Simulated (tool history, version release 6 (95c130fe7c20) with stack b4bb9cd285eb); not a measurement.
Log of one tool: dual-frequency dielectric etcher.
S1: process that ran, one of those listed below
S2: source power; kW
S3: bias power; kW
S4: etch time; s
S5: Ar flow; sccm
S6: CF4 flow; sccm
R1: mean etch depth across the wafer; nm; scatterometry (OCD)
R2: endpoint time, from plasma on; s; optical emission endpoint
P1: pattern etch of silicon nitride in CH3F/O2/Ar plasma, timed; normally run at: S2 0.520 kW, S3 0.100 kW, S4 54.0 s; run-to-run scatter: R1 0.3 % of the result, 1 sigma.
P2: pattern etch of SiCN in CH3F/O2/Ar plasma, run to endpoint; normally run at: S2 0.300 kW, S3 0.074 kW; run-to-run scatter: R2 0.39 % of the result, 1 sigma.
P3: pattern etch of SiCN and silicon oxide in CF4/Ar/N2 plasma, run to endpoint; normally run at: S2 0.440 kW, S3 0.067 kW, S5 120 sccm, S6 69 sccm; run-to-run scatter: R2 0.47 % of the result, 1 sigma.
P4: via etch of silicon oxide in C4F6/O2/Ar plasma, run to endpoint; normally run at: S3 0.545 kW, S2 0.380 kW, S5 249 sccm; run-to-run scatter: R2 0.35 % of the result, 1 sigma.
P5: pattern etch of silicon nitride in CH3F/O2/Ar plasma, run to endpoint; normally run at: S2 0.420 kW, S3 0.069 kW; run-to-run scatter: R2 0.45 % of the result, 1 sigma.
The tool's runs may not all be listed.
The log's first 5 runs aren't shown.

{"run": 6, "hour": 58.5, "S1": "P1", "S2": 0.52, "S3": 0.125, "S4": 54.0, "R1": 50.96}
{"run": 7, "hour": 69.4, "S1": "P4", "S2": 0.38, "S3": 0.545, "S5": 249, "R2": 21.606}
{"hour": 74.0, "done": "source power generator calibrated"}
{"run": 8, "hour": 74.9, "S1": "P1", "S2": 0.42, "S3": 0.1, "S4": 69.0, "R1": 55.244}
{"run": 9, "hour": 83.7, "S1": "P3", "S2": 0.44, "S3": 0.067, "S5": 120, "S6": 84, "R2": 12.067}
{"run": 10, "hour": 92.2, "S1": "P3", "S2": 0.44, "S3": 0.067, "S5": 72, "S6": 69, "R2": 11.583}
{"run": 11, "hour": 102.8, "S1": "P3", "S2": 0.44, "S3": 0.089, "S5": 120, "S6": 69, "R2": 11.241}
{"run": 12, "hour": 109.0, "S1": "P2", "S2": 0.3, "S3": 0.046, "R2": 37.149}
{"run": 13, "hour": 116.4, "S1": "P1", "S2": 0.52, "S3": 0.1, "S4": 29.5, "R1": 25.675}
{"run": 14, "hour": 127.5, "S1": "P1", "S2": 0.52, "S3": 0.075, "S4": 54.0, "R1": 42.427}
{"run": 15, "hour": 137.5, "S1": "P5", "S2": 0.42, "S3": 0.069, "R2": 65.101}
{"run": 16, "hour": 143.7, "S1": "P4", "S2": 0.38, "S3": 0.545, "S5": 249, "R2": 21.489}
{"run": 17, "hour": 153.5, "S1": "P4", "S2": 0.48, "S3": 0.545, "S5": 249, "R2": 19.804}
{"run": 18, "hour": 162.1, "S1": "P3", "S2": 0.29, "S3": 0.067, "S5": 120, "S6": 69, "R2": 18.008}
{"run": 19, "hour": 168.5, "S1": "P4", "S2": 0.38, "S3": 0.736, "S5": 249, "R2": 19.361}
{"run": 20, "hour": 175.8, "S1": "P2", "S2": 0.3, "S3": 0.074, "R2": 31.36}
{"run": 21, "hour": 185.0, "S1": "P1", "S2": 0.52, "S3": 0.1, "S4": 54.0, "R1": 46.836}
{"run": 22, "hour": 192.3, "S1": "P1", "S2": 0.52, "S3": 0.062, "S4": 29.5, "R1": 21.656}
{"run": 23, "hour": 198.1, "S1": "P1", "S2": 0.52, "S3": 0.1, "S4": 68.0, "R1": 58.937}
{"run": 24, "hour": 203.0, "S1": "P1", "S2": 0.71, "S3": 0.1, "S4": 78.0, "R1": 75.728}
{"run": 25, "hour": 213.2, "S1": "P4", "S2": 0.38, "S3": 0.545, "S5": 163, "R2": 20.684}
{"run": 26, "hour": 218.6, "S1": "P5", "S2": 0.33, "S3": 0.069, "R2": 71.241}
{"run": 27, "hour": 226.8, "S1": "P2", "S2": 0.43, "S3": 0.074, "R2": 27.48}
{"run": 28, "hour": 233.5, "S1": "P3", "S2": 0.44, "S3": 0.067, "S5": 120, "S6": 69, "R2": 12.521}
{"run": 29, "hour": 242.2, "S1": "P1", "S2": 0.38, "S3": 0.1, "S4": 54.0, "R1": 41.358}

The next listed run, before its measurement:
{"run": 30, "hour": 248.2, "S1": "P5", "S2": 0.42, "S3": 0.095, "R2": "?"}

Run 30 gave R2 58.133 s.
